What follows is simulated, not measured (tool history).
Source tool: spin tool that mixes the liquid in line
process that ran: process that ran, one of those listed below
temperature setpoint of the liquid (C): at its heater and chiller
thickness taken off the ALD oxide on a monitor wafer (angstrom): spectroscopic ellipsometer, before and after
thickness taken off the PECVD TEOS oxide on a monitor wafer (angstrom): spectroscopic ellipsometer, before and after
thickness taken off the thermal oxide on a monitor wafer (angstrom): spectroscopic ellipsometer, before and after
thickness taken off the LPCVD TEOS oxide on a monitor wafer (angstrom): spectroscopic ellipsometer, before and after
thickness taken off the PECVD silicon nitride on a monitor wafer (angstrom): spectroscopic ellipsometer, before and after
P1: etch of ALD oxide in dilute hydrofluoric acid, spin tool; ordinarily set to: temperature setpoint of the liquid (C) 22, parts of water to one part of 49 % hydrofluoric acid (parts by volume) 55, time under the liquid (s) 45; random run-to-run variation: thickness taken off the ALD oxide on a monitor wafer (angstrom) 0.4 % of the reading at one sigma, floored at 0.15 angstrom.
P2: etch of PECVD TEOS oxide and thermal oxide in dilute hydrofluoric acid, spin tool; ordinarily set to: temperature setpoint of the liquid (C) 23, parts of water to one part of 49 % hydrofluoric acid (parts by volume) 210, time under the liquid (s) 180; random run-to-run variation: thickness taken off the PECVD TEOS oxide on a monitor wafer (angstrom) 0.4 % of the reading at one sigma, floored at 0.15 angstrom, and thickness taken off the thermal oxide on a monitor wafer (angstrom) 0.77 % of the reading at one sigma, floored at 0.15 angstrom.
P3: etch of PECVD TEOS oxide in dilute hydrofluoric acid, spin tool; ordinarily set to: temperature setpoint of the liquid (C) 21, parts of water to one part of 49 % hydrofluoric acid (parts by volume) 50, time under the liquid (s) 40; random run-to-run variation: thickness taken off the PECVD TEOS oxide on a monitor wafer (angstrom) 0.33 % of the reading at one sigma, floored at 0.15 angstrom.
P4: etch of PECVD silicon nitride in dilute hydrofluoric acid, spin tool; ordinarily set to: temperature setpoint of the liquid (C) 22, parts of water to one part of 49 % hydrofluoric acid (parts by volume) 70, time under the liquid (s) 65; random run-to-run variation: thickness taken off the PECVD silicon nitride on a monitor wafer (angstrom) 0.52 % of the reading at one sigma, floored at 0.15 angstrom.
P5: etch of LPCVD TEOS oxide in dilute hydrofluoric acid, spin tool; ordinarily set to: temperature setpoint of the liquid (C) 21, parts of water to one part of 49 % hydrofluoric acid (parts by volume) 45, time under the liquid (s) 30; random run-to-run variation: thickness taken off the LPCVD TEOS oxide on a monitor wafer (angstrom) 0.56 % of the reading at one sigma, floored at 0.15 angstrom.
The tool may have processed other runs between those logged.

run   hour  process that ran  temperature setpoint of the liquid (C)  parts of water to one part of 49 % hydrofluoric acid (parts by volume)  time under the liquid (s)  hours since the thermometer was replaced  hours since the hydrofluoric acid flow meter was replaced  thickness taken off the ALD oxide on a monitor wafer (angstrom)  thickness taken off the PECVD TEOS oxide on a monitor wafer (angstrom)  thickness taken off the thermal oxide on a monitor wafer (angstrom)  thickness taken off the LPCVD TEOS oxide on a monitor wafer (angstrom)  thickness taken off the PECVD silicon nitride on a monitor wafer (angstrom)
  1    8.4                P1                                      22                                                                      55                         45                                     148.1                                                      163.9                                                           134.24
  2   18.1                P1                                      22                                                                      30                         45                                     157.8                                                      173.6                                                           253.21
  3   24.4                P1                                      22                                                                      90                         15                                     164.1                                                      179.9                                                           26.146
  4   29.6                P1                                      17                                                                      55                         45                                     169.3                                                      185.1                                                            109.3
  5   38.4                P1                                      22                                                                      55                         20                                     178.1                                                      193.9                                                           59.752
  6   44.4                P2                                      23                                                                     210                        180                                     184.1                                                      199.9                                                                                                                                   200.34                                                               35.347
  7   51.1                P1                                      22                                                                      55                         80                                     190.8                                                      206.6                                                            240.1
  8   59.2                P5                                      17                                                                      45                         30                                     198.9                                                      214.7                                                                                                                                                                                                                                                                                273.16
  9     68                P4                                      22                                                                      70                        130                                     207.7                                                      223.5                                                                                                                                                                                                                                                                                                                                                             93.107
 10   78.7                P5                                      21                                                                      45                         30                                     218.4                                                      234.2                                                                                                                                                                                                                                                                                320.17
 11   86.9                P2                                      23                                                                      45                        180                                     226.6                                                      242.4                                                                                                                                   1131.7                                                               197.71
 12     93                P1                                      22                                                                      55                         45                                     232.7                                                      248.5                                                           133.52
 13   99.1                P4                                      22                                                                      40                         65                                     238.8                                                      254.6                                                                                                                                                                                                                                                                                                                                                             80.668
 14  110.1                P2                                      29                                                                     210                        180                                     249.8                                                      265.6                                                                                                                                   249.07                                                                43.66
 15  116.3                P1                                      29                                                                      55                         45                                       256                                                      271.8                                                           177.26
 16  127.4                P1                                      22                                                                      90                         45                                     267.1                                                      282.9                                                           78.713
 17  134.5                P5                                      21                                                                      45                         55                                     274.2                                                        290                                                                                                                                                                                                                                                                                587.73
 18  142.7                P1                                    27.5                                                                      55                         30                                     282.4                                                      298.2                                                           112.44
 19  152.6                P3                                      17                                                                      50                         40                                     292.3                                                      308.1                                                                                                                                   128.55
 20  162.6                P4                                    27.5                                                                      70                         65                                     302.3                                                      318.1                                                                                                                                                                                                                                                                                                                                                             67.787
 21  171.1                P1                                      22                                                                      55                         45                                     310.8                                                      326.6                                                           134.01
 22  179.6                P2                                      23                                                                     210                         15                                     319.3                                                      335.1                                                                                                                                   16.479                                                                3.018
 23  188.2                P4                                      22                                                                      70                         65                                     327.9                                                      343.7                                                                                                                                                                                                                                                                                                                                                             47.472
 24  197.9                P3                                      21                                                                      50                         15                                     337.6                                                      353.4                                                                                                                                   57.327
 25  203.3                P1                                      22                                                                      55                         45                                       343                                                      358.8                                                           134.63
 26  214.9                P4                                      22                                                                      70                         65                                     354.6                                                      370.4                                                                                                                                                                                                                                                                                                                                                             47.045
 27  221.3                P1                                      22                                                                      55                         45                                       361                                                      376.8                                                           133.79
 28  226.7                P3                                      21                                                                      50                         40                                     366.4                                                      382.2                                                                                                                                   152.53
 29  233.7                P1                                    17.5                                                                      55                         25                                     373.4                                                      389.2                                                            61.71
 30  242.2                P3                                      21                                                                      25                         40                                     381.9                                                      397.7                                                                                                                                   315.11
 31  252.6                P1                                      22                                                                      55                         45                                     392.3                                                      408.1                                                           133.29
 32  260.7                P5                                      21                                                                      20                         30                                     400.4                                                      416.2                                                                                                                                                                                                                                                                                752.33
 33    268                P5                                      21                                                                      45                         30                                     407.7                                                      423.5                                                                                                                                                                                                                                                                                324.32
 34  278.7                P2                                      23                                                                     210                        180                                     418.4                                                      434.2                                                                                                                                   199.97                                                               35.499
 35  285.7                P1                                      22                                                                      55                         45                                     425.4                                                      441.2                                                           133.73
 36  291.3                P1                                      22                                                                      55                         45                                       431                                                      446.8                                                           129.47
 37  301.3                P1                                      22                                                                      55                         45                                       441                                                      456.8                                                           126.26
 38  311.3                P1                                      22                                                                      55                         45                                       451                                                      466.8                                                           124.82
 39  320.4                P1                                      22                                                                      55                         45                                     460.1                                                      475.9                                                           124.49
 40  328.9                P1                                      22                                                                      55                         45                                     468.6                                                      484.4                                                           122.62
 41  338.6                P1                                      22                                                                      55                         45                                     478.3                                                      494.1                                                           122.93

Something has made what P1 gives creep away from where it was; the 2 causes below, each at its own stated size, fit the log equally well:
A: liquid colder than its thermometer reads (K) = 2.07
B: hydrofluoric acid flow below the setpoint (%) = 7.77
At approximately hour 285.7, the process output began to creep.

The check runs listed below each take one wafer, and their results are still question marks. Under which run would the listed causes lead to clearly different results?
check 1  348.3                P3                                      17                                                                      50                         40                                                                                                                                                                                                                                             ?
check 2  348.3                P4                                      22                                                                      70                        105                                                                                                                                                                                                                                                                                                                                                                                                                                                                       ?
check 3  348.3                P2                                      23                                                                     135                         20                                                                                                                                                                                                                                             ?                                                                    ?
check 4  348.3                P5                                      21                                                                      30                         30                                                                                                                                                                                                                                                                                                                                                                                          ?

What each check would give under each cause:
  check                                                                       result    if A    if B
check 1       thickness taken off the PECVD TEOS oxide on a monitor wafer (angstrom)  117.68   118.3
check 2  thickness taken off the PECVD silicon nitride on a monitor wafer (angstrom)    65.7  69.922
check 3       thickness taken off the PECVD TEOS oxide on a monitor wafer (angstrom)  34.568  34.151
check 3          thickness taken off the thermal oxide on a monitor wafer (angstrom)  6.1237  6.0498
check 4       thickness taken off the LPCVD TEOS oxide on a monitor wafer (angstrom)  451.08   453.4
Minimum pairwise separation of causes per check, each pair taken at its best-separating result: check 1 0.52 %; check 2 6.23 %; check 3 1.21 %; check 4 0.51 %
The causes can be told apart only by check 2. The other checks would give nearly the same results under each of them.

The results of check 2 are: thickness taken off the PECVD silicon nitride on a monitor wafer (angstrom) 65.635. Based on these, which of the listed causes is it?

Of the candidate causes, it is A: liquid colder than its thermometer reads (K).
